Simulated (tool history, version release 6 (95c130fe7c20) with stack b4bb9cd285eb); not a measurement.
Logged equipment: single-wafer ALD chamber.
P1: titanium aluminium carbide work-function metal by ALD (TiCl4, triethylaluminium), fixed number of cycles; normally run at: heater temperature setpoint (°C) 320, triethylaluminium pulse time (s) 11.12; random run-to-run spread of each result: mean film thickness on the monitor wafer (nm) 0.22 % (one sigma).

run,hour,heater temperature setpoint (°C),triethylaluminium pulse time (s),mean film thickness on the monitor wafer (nm)
1,12,320,11.12,2.1664
2,17.6,344,16.66,2.4335
3,25.6,340,11.12,2.346
4,38.4,320,11.12,2.1753
5,46.6,296,11.12,1.9653
6,56.5,300,16.59,2.0344
7,65,320,6.79,1.9951
8,76.9,320,14.51,2.2062
9,89,320,11.12,2.1712
10,97.5,320,11.12,2.1728
11,106,320,11.12,2.1699

Run 12 has not been measured yet. What should we expect?
12,113.8,320,11.12,?

mean film thickness on the monitor wafer (nm): 2.1623
